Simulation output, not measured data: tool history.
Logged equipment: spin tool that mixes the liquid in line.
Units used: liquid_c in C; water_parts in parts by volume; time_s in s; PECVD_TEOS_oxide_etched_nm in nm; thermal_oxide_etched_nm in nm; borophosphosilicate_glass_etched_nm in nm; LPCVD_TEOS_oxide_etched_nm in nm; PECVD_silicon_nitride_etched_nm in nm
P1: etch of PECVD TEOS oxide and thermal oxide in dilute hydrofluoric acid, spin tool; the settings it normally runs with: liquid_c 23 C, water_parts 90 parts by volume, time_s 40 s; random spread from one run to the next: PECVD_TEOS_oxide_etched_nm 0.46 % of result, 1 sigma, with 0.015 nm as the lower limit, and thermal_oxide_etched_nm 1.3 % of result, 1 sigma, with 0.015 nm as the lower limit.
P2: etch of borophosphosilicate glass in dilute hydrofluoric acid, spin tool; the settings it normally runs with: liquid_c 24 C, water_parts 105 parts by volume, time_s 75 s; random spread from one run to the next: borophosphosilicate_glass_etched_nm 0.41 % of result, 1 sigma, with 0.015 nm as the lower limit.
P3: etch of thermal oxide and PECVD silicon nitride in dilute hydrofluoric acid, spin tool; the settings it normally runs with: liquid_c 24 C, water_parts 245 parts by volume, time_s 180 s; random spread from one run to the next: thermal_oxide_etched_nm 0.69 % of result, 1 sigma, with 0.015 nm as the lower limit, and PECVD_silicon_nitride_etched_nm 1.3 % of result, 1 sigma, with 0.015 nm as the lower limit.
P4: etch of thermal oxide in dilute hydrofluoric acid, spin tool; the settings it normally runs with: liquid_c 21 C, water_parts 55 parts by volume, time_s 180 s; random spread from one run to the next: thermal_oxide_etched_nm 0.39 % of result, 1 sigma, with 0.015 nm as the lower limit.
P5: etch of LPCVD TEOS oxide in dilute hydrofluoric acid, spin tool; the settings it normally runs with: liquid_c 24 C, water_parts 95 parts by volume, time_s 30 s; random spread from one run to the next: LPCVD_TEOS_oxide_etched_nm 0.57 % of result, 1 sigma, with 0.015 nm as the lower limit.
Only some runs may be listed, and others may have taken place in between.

run,hour,process,liquid_c,water_parts,time_s,hours since the thermometer was replaced,hours since the hydrofluoric acid flow meter was replaced,PECVD_TEOS_oxide_etched_nm,thermal_oxide_etched_nm,borophosphosilicate_glass_etched_nm,LPCVD_TEOS_oxide_etched_nm,PECVD_silicon_nitride_etched_nm
1,4.8,P1,23,90,40,655.8,328.6,4.8642,2.0603,,,
2,8.6,P4,21,100,180,659.6,332.4,,7.9133,,,
3,12.5,P1,23,130,40,663.5,336.3,3.2194,1.3514,,,
4,16.5,P2,24,105,75,667.5,340.3,,,46.991,,
5,21.1,P5,24,95,55,672.1,344.9,,,,15.86,
6,23.8,P5,24,20,30,674.8,347.6,,,,45.126,
7,27.8,P5,24,95,30,678.8,351.6,,,,8.5521,
8,30.8,P3,24,70,180,681.8,354.6,,12.564,,,7.0799
9,34.6,P1,23,50,40,685.6,358.4,9.3303,3.7519,,,
10,38.8,P1,17,90,40,689.8,362.6,3.8043,1.5522,,,
# hour 39.5: hydrofluoric acid flow meter replaced
11,42.8,P2,24,50,75,693.8,3.3,,,105.4,,
12,47.8,P2,24,105,15,698.8,8.3,,,9.3503,,
13,50.7,P4,21,55,180,701.7,11.2,,15.054,,,
14,53.6,P4,21,55,310,704.6,14.1,,25.889,,,
15,56.8,P3,24,245,180,707.8,17.3,,2.8905,,,2.0875
16,61.5,P1,27,90,40,712.5,22,5.6722,2.3965,,,
17,64.6,P4,25.5,55,180,715.6,25.1,,18.097,,,
18,69.1,P2,17,105,75,720.1,29.6,,,35.233,,
19,71.4,P3,24,245,180,722.4,31.9,,2.9324,,,2.0927
20,74.4,P2,24,105,75,725.4,34.9,,,46.438,,
21,77.9,P1,23,90,40,728.9,38.4,4.8862,2.0208,,,
22,82.2,P1,23,90,40,733.2,42.7,4.8451,1.9547,,,
23,86.5,P5,17,95,30,737.5,47,,,,6.4538,
24,90.5,P3,17,245,180,741.5,51,,2.2655,,,1.3495
25,92.6,P1,23,90,60,743.6,53.1,7.2752,3.0879,,,
26,97.6,P1,23,90,15,748.6,58.1,1.8141,0.78062,,,
27,101.5,P4,21,55,180,752.5,62,,15.076,,,
28,105.2,P1,23,90,40,756.2,65.7,4.8518,2.0796,,,
29,109.6,P1,23,140,15,760.6,70.1,1.1131,0.46297,,,
30,113.4,P1,23,90,40,764.4,73.9,4.8779,2.0546,,,
31,118,P3,24,245,340,769,78.5,,5.5316,,,4.004
32,120.8,P1,23,90,40,771.8,81.3,4.8714,2.0703,,,
33,125.3,P1,23,90,40,776.3,85.8,4.7721,2.0558,,,
34,128,P1,23,90,40,779,88.5,4.6826,1.924,,,
35,131.8,P1,23,90,40,782.8,92.3,4.695,1.9589,,,
36,134.5,P1,23,90,40,785.5,95,4.6715,1.9535,,,
37,137.2,P1,23,90,40,788.2,97.7,4.5838,1.9419,,,
38,141.8,P1,23,90,40,792.8,102.3,4.6094,1.9582,,,
39,144.5,P1,23,90,40,795.5,105,4.5198,1.908,,,
40,148.4,P1,23,90,40,799.4,108.9,4.5568,1.9097,,,
41,151,P1,23,90,40,802,111.5,4.5885,1.9294,,,
42,155.5,P1,23,90,40,806.5,116,4.5635,1.8992,,,

P1 has crept away from where it was. The log is fitted equally well by each of these 2 causes, at the sizes shown:
A: liquid colder than its thermometer reads (K) = 1.57
B: hydrofluoric acid flow below the setpoint (%) = 5.54
The process output started creeping at around hour 120.8.

Which of the check runs below tells the causes apart, meaning the causes would give it clearly different results? Each run uses 5 wafers whose results are averaged, and each result is shown as a question mark.
check 1,160,P2,24,70,75,,,,,?,,
check 2,160,P3,18,70,180,,,,?,,,?
check 3,160,P5,24,55,50,,,,,,?,
check 4,160,P4,21,100,255,,,,?,,,

What every check run would give for each of its results, assuming each possible cause in turn:
check,result,if A,if B
check 1,borophosphosilicate_glass_etched_nm,68.758,68.875
check 2,thermal_oxide_etched_nm,9.1276,9.1796
check 2,PECVD_silicon_nitride_etched_nm,4.3112,4.5553
check 3,LPCVD_TEOS_oxide_etched_nm,24.448,24.533
check 4,thermal_oxide_etched_nm,10.412,10.419
Minimum pairwise separation of causes per check, each pair taken at its best-separating result: check 1 0.17 %; check 2 5.51 %; check 3 0.34 %; check 4 0.07 %
Of the check runs offered, only check 2 discriminates between the causes; the rest would read about the same regardless of which cause applies.

The results of check 2 are: thermal_oxide_etched_nm 9.1341 nm; PECVD_silicon_nitride_etched_nm 4.3082 nm. Based on these, which of the listed causes is it?

It was cause A: liquid colder than its thermometer reads (K).
